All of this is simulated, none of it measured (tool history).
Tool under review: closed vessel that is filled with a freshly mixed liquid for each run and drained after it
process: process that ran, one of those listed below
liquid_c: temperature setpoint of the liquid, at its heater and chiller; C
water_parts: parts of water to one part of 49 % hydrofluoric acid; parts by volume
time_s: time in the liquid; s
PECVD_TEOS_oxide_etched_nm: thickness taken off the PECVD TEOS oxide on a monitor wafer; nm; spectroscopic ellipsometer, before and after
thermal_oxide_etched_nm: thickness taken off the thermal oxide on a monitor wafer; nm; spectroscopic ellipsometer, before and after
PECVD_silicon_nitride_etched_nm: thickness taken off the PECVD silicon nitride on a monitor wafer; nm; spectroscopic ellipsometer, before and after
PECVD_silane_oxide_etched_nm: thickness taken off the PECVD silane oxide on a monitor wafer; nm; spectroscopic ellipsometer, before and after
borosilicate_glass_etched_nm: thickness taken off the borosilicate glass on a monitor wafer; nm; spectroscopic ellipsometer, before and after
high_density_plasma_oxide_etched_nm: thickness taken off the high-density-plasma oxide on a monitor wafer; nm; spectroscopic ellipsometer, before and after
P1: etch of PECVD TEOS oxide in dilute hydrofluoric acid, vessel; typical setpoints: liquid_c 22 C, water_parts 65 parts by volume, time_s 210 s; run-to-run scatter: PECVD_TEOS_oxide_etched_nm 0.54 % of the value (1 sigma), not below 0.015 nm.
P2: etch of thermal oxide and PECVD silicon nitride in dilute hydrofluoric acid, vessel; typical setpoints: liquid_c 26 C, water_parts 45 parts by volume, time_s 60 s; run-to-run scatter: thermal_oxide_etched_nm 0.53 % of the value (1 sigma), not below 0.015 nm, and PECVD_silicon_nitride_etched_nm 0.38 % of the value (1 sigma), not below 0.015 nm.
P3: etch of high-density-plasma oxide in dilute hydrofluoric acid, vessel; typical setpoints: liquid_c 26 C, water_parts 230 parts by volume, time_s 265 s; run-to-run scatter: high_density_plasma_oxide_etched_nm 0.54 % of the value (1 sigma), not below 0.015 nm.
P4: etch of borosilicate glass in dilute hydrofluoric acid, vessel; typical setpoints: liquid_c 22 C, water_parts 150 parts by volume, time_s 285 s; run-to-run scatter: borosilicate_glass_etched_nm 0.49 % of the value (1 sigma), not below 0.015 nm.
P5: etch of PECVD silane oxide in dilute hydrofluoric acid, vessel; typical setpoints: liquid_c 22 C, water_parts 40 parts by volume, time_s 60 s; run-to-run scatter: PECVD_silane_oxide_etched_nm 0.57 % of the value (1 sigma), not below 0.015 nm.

| run | hour | process | liquid_c | water_parts | time_s | PECVD_TEOS_oxide_etched_nm | thermal_oxide_etched_nm | PECVD_silicon_nitride_etched_nm | PECVD_silane_oxide_etched_nm | borosilicate_glass_etched_nm | high_density_plasma_oxide_etched_nm |
|---|---|---|---|---|---|---|---|---|---|---|---|
| 1 | 4.2 | P1 | 22 | 65 | 210 | 40.239 |  |  |  |  |  |
| 2 | 9.8 | P2 | 31.5 | 45 | 60 |  | 9.3056 | 11.807 |  |  |  |
| 3 | 18.3 | P5 | 22 | 40 | 30 |  |  |  | 30.878 |  |  |
| 4 | 23.4 | P4 | 22 | 80 | 285 |  |  |  |  | 74.86 |  |
| 5 | 28 | P3 | 26 | 35 | 265 |  |  |  |  |  | 45.821 |
| 6 | 35.9 | P1 | 22 | 95 | 210 | 26.375 |  |  |  |  |  |
| 7 | 40.8 | P1 | 22 | 65 | 210 | 40.298 |  |  |  |  |  |
| 8 | 48.7 | P4 | 22 | 150 | 505 |  |  |  |  | 65.137 |  |
| 9 | 56.9 | P2 | 26 | 75 | 60 |  | 4.3508 | 4.9973 |  |  |  |
| 10 | 62.7 | P2 | 26 | 45 | 60 |  | 7.3858 | 8.1635 |  |  |  |
| 11 | 70.1 | P5 | 22 | 70 | 60 |  |  |  | 34.091 |  |  |
| 12 | 77.7 | P4 | 22 | 150 | 285 |  |  |  |  | 36.954 |  |
| 13 | 83.6 | P3 | 26 | 230 | 505 |  |  |  |  |  | 10.322 |
| 14 | 89.9 | P2 | 26 | 45 | 115 |  | 14.135 | 15.769 |  |  |  |
| 15 | 96.3 | P1 | 22 | 20 | 210 | 138.06 |  |  |  |  |  |
| 16 | 102.4 | P1 | 22 | 65 | 350 | 66.808 |  |  |  |  |  |
| 17 | 108.3 | P1 | 22 | 65 | 210 | 40.097 |  |  |  |  |  |
| 18 | 113.7 | P5 | 22 | 40 | 60 |  |  |  | 63.09 |  |  |
| 19 | 122.2 | P1 | 17 | 95 | 210 | 21.536 |  |  |  |  |  |
| 20 | 130.4 | P4 | 22 | 150 | 285 |  |  |  |  | 36.613 |  |
| 21 | 138.9 | P3 | 30.5 | 230 | 265 |  |  |  |  |  | 6.338 |
|  | 142.4 | hydrofluoric acid flow meter replaced |
| 22 | 144.4 | P1 | 30 | 65 | 210 | 55.466 |  |  |  |  |  |
| 23 | 150.3 | P1 | 17 | 65 | 385 | 59.839 |  |  |  |  |  |
| 24 | 157 | P1 | 22 | 65 | 55 | 10.454 |  |  |  |  |  |
| 25 | 162.5 | P1 | 22 | 65 | 210 | 40.223 |  |  |  |  |  |
| 26 | 168.4 | P1 | 17 | 65 | 210 | 32.708 |  |  |  |  |  |
| 27 | 176.7 | P5 | 22 | 40 | 60 |  |  |  | 62.663 |  |  |
| 28 | 182 | P4 | 30.5 | 150 | 285 |  |  |  |  | 50.53 |  |
| 29 | 189.9 | P3 | 26 | 230 | 265 |  |  |  |  |  | 5.4348 |
| 30 | 194 | P5 | 17 | 40 | 60 |  |  |  | 50.751 |  |  |
| 31 | 202.1 | P1 | 22 | 65 | 210 | 39.986 |  |  |  |  |  |
| 32 | 210.4 | P1 | 22 | 65 | 210 | 40.853 |  |  |  |  |  |
| 33 | 215.6 | P1 | 22 | 65 | 210 | 41.524 |  |  |  |  |  |
| 34 | 223.8 | P1 | 22 | 65 | 210 | 41.851 |  |  |  |  |  |
| 35 | 231.1 | P1 | 22 | 65 | 210 | 42.193 |  |  |  |  |  |
| 36 | 238.1 | P1 | 22 | 65 | 210 | 42.453 |  |  |  |  |  |
| 37 | 243.8 | P1 | 22 | 65 | 210 | 42.378 |  |  |  |  |  |
| 38 | 248.2 | P1 | 22 | 65 | 210 | 42.288 |  |  |  |  |  |
| 39 | 255 | P1 | 22 | 65 | 210 | 42.608 |  |  |  |  |  |
| 40 | 259.8 | P1 | 22 | 65 | 210 | 42.417 |  |  |  |  |  |
| 41 | 267.8 | P1 | 22 | 65 | 210 | 42.51 |  |  |  |  |  |
| 42 | 272.8 | P1 | 22 | 65 | 210 | 42.759 |  |  |  |  |  |

The output of P1 has drifted from where it used to be. Each of the 2 causes below, taken at the size shown beside it, accounts for the log equally well:
A: liquid hotter than its thermometer reads (K) = 1.42
B: hydrofluoric acid flow above the setpoint (%) = 5.53
At approximately hour 202.1, the process output began to creep.

Listed below are the offered check runs, one wafer per run, with question marks in place of results. For which of them would the causes give clearly different outcomes?
| check 1 | 277.8 | P2 | 29.5 | 45 | 60 |  | ? | ? |  |  |  |
| check 2 | 277.8 | P4 | 26.5 | 150 | 285 |  |  |  |  | ? |  |
| check 3 | 277.8 | P3 | 26 | 80 | 360 |  |  |  |  |  | ? |
| check 4 | 277.8 | P5 | 22 | 60 | 30 |  |  |  | ? |  |  |

What each check would give under each cause:
| check | result | if A | if B |
|---|---|---|---|
| check 1 | thermal_oxide_etched_nm | 9.0464 | 9.0608 |
| check 1 | PECVD_silicon_nitride_etched_nm | 11.357 | 10.926 |
| check 2 | borosilicate_glass_etched_nm | 46.199 | 46.703 |
| check 3 | high_density_plasma_oxide_etched_nm | 26.92 | 27.017 |
| check 4 | PECVD_silane_oxide_etched_nm | 21.631 | 21.611 |
Smallest distance between any two causes, each pair judged by its most separating result, in per cent: check 1 3.87 %; check 2 1.09 %; check 3 0.36 %; check 4 0.09 %
Of the check runs offered, only check 1 discriminates between the causes; the rest would read about the same regardless of which cause applies.

Here is what check 1 returned: thermal_oxide_etched_nm 9.0538 nm; PECVD_silicon_nitride_etched_nm 11.324 nm. Which cause is it?

The cause is A: liquid hotter than its thermometer reads (K).
